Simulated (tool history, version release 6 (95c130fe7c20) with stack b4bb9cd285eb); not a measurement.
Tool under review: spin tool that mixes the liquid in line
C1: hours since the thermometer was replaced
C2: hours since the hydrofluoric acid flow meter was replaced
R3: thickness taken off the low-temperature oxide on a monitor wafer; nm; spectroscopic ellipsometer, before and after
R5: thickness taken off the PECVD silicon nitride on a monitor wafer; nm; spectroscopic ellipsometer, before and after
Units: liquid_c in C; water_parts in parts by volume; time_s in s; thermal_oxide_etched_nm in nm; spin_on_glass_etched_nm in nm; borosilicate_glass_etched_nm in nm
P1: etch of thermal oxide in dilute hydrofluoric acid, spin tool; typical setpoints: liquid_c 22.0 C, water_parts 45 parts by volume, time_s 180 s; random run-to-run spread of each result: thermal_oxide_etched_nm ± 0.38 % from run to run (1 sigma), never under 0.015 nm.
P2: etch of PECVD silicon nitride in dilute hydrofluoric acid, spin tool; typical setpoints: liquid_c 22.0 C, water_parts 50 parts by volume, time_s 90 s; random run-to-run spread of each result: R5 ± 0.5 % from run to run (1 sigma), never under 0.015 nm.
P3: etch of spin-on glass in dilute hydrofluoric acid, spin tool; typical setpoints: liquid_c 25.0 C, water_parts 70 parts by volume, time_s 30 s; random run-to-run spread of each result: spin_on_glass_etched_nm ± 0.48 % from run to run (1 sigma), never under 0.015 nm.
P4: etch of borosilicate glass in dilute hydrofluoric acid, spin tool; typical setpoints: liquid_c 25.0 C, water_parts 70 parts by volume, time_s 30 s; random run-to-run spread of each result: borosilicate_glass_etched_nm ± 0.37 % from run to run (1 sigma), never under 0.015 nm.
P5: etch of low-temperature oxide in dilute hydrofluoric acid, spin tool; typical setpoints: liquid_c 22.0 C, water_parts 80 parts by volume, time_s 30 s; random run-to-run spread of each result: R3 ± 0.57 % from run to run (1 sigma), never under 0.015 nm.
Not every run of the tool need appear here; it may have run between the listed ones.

run 1 hour=9.5 | process=P1 liquid_c=22.0 water_parts=45 time_s=180 | C1=231.3 C2=957.2 | thermal_oxide_etched_nm=18.9980
run 2 hour=16.4 | process=P1 liquid_c=17.0 water_parts=45 time_s=180 | C1=238.2 C2=964.1 | thermal_oxide_etched_nm=15.3160
run 3 hour=28.1 | process=P3 liquid_c=25.0 water_parts=70 time_s=15 | C1=249.9 C2=975.8 | spin_on_glass_etched_nm=8.0148
run 4 hour=33.7 | process=P1 liquid_c=22.0 water_parts=45 time_s=180 | C1=255.5 C2=981.4 | thermal_oxide_etched_nm=19.0860
run 5 hour=41.0 | process=P5 liquid_c=22.0 water_parts=30 time_s=30 | C1=262.8 C2=988.7 | R3=26.3070
run 6 hour=53.3 | process=P3 liquid_c=18.0 water_parts=70 time_s=30 | C1=275.1 C2=1001.0 | spin_on_glass_etched_nm=12.0430
run 7 hour=62.5 | process=P4 liquid_c=31.0 water_parts=70 time_s=30 | C1=284.3 C2=1010.2 | borosilicate_glass_etched_nm=20.448
run 8 hour=68.8 | process=P1 liquid_c=22.0 water_parts=45 time_s=180 | C1=290.6 C2=1016.5 | thermal_oxide_etched_nm=18.9740
run 9 hour=79.4 | process=P1 liquid_c=25.5 water_parts=60 time_s=180 | C1=301.2 C2=1027.1 | thermal_oxide_etched_nm=16.0910
run 10 hour=88.6 | process=P1 liquid_c=22.0 water_parts=30 time_s=180 | C1=310.4 C2=1036.3 | thermal_oxide_etched_nm=29.1010
run 11 hour=100.0 | process=P3 liquid_c=25.0 water_parts=20 time_s=30 | C1=321.8 C2=1047.7 | spin_on_glass_etched_nm=60.6340
run 12 hour=105.8 | process=P5 liquid_c=22.0 water_parts=80 time_s=15 | C1=327.6 C2=1053.5 | R3=4.6609
run 13 hour=111.9 | process=P2 liquid_c=22.0 water_parts=50 time_s=25 | C1=333.7 C2=1059.6 | R5=2.0743
run 14 hour=120.0 | process=P2 liquid_c=22.0 water_parts=50 time_s=90 | C1=341.8 C2=1067.7 | R5=7.4886
run 15 hour=132.4 | process=P4 liquid_c=25.0 water_parts=20 time_s=30 | C1=354.2 C2=1080.1 | borosilicate_glass_etched_nm=61.270
run 16 hour=144.8 | process=P1 liquid_c=26.5 water_parts=45 time_s=180 | C1=366.6 C2=1092.5 | thermal_oxide_etched_nm=22.9080
run 17 hour=154.1 | process=P1 liquid_c=22.0 water_parts=45 time_s=315 | C1=375.9 C2=1101.8 | thermal_oxide_etched_nm=33.2350
run 18 hour=165.3 | process=P1 liquid_c=22.0 water_parts=45 time_s=80 | C1=387.1 C2=1113.0 | thermal_oxide_etched_nm=8.3645
run 19 hour=172.8 | process=P3 liquid_c=25.0 water_parts=70 time_s=30 | C1=394.6 C2=1120.5 | spin_on_glass_etched_nm=15.9620
run 20 hour=180.1 | process=P5 liquid_c=22.0 water_parts=80 time_s=30 | C1=401.9 C2=1127.8 | R3=9.4202
run 21 hour=191.2 | process=P1 liquid_c=22.0 water_parts=45 time_s=180 | C1=413.0 C2=1138.9 | thermal_oxide_etched_nm=19.1040
run 22 hour=202.9 | process=P2 liquid_c=22.0 water_parts=70 time_s=90 | C1=424.7 C2=1150.6 | R5=5.4099
-- hour=203.5 hydrofluoric acid flow meter replaced
run 23 hour=212.7 | process=P5 liquid_c=22.0 water_parts=80 time_s=30 | C1=434.5 C2=9.3 | R3=9.3889
run 24 hour=221.0 | process=P1 liquid_c=22.0 water_parts=45 time_s=180 | C1=442.8 C2=17.6 | thermal_oxide_etched_nm=19.0380
run 25 hour=230.1 | process=P4 liquid_c=25.0 water_parts=70 time_s=60 | C1=451.9 C2=26.7 | borosilicate_glass_etched_nm=32.436
run 26 hour=236.2 | process=P1 liquid_c=22.0 water_parts=60 time_s=25 | C1=458.0 C2=32.8 | thermal_oxide_etched_nm=1.9423
run 27 hour=244.1 | process=P4 liquid_c=25.0 water_parts=70 time_s=30 | C1=465.9 C2=40.7 | borosilicate_glass_etched_nm=16.228
run 28 hour=250.9 | process=P1 liquid_c=17.0 water_parts=45 time_s=340 | C1=472.7 C2=47.5 | thermal_oxide_etched_nm=28.8870
run 29 hour=262.8 | process=P5 liquid_c=27.0 water_parts=80 time_s=30 | C1=484.6 C2=59.4 | R3=11.3590
run 30 hour=273.1 | process=P1 liquid_c=22.0 water_parts=45 time_s=180 | C1=494.9 C2=69.7 | thermal_oxide_etched_nm=18.9780
run 31 hour=285.6 | process=P2 liquid_c=17.0 water_parts=50 time_s=90 | C1=507.4 C2=82.2 | R5=5.2493
run 32 hour=294.7 | process=P1 liquid_c=22.0 water_parts=70 time_s=180 | C1=516.5 C2=91.3 | thermal_oxide_etched_nm=11.8260
run 33 hour=305.1 | process=P1 liquid_c=22.0 water_parts=45 time_s=180 | C1=526.9 C2=101.7 | thermal_oxide_etched_nm=19.1110
run 34 hour=311.7 | process=P1 liquid_c=22.0 water_parts=45 time_s=180 | C1=533.5 C2=108.3 | thermal_oxide_etched_nm=19.4270
run 35 hour=319.3 | process=P1 liquid_c=22.0 water_parts=45 time_s=180 | C1=541.1 C2=115.9 | thermal_oxide_etched_nm=20.2360
run 36 hour=332.2 | process=P1 liquid_c=22.0 water_parts=45 time_s=180 | C1=554.0 C2=128.8 | thermal_oxide_etched_nm=20.3740
run 37 hour=342.8 | process=P1 liquid_c=22.0 water_parts=45 time_s=180 | C1=564.6 C2=139.4 | thermal_oxide_etched_nm=20.7870
run 38 hour=354.0 | process=P1 liquid_c=22.0 water_parts=45 time_s=180 | C1=575.8 C2=150.6 | thermal_oxide_etched_nm=20.7860
run 39 hour=366.6 | process=P1 liquid_c=22.0 water_parts=45 time_s=180 | C1=588.4 C2=163.2 | thermal_oxide_etched_nm=20.9590
run 40 hour=374.4 | process=P1 liquid_c=22.0 water_parts=45 time_s=180 | C1=596.2 C2=171.0 | thermal_oxide_etched_nm=20.9880

Compared with where it was, what P1 gives has crept away. Each cause listed below fits the log as well as the rest, at the size given for it:
A: hydrofluoric acid flow above the setpoint (%) = 9.58
B: liquid hotter than its thermometer reads (K) = 2.33
The creep began at about hour 305.1.

Question marks stand in for the results of the 4 check runs listed below, each run on one wafer. Under which run would the listed causes show clearly different results?
run check 1 hour=382.2 | process=P2 liquid_c=17.0 water_parts=50 time_s=30 | R5=?
run check 2 hour=382.2 | process=P5 liquid_c=22.0 water_parts=45 time_s=30 | R3=?
run check 3 hour=382.2 | process=P4 liquid_c=25.0 water_parts=35 time_s=60 | borosilicate_glass_etched_nm=?
run check 4 hour=382.2 | process=P3 liquid_c=18.5 water_parts=25 time_s=30 | spin_on_glass_etched_nm=?

Outcome of each check run for each possible cause:
check=check_1 result=R5 if_A=1.9181 if_B=2.0688
check=check_2 result=R3 if_A=19.0540 if_B=19.0650
check=check_3 result=borosilicate_glass_etched_nm if_A=74.906 if_B=74.890
check=check_4 result=spin_on_glass_etched_nm if_A=39.6610 if_B=39.9340
Minimum pairwise separation of causes per check, each pair taken at its best-separating result: check 1 7.56 %; check 2 0.05 %; check 3 0.02 %; check 4 0.69 %
The causes can be told apart only by check 1. The other checks would give nearly the same results under each of them.

After running check 1, the following was obtained: R5 2.0852 nm. Which cause does this point to?

The correct cause is B, namely: liquid hotter than its thermometer reads (K).
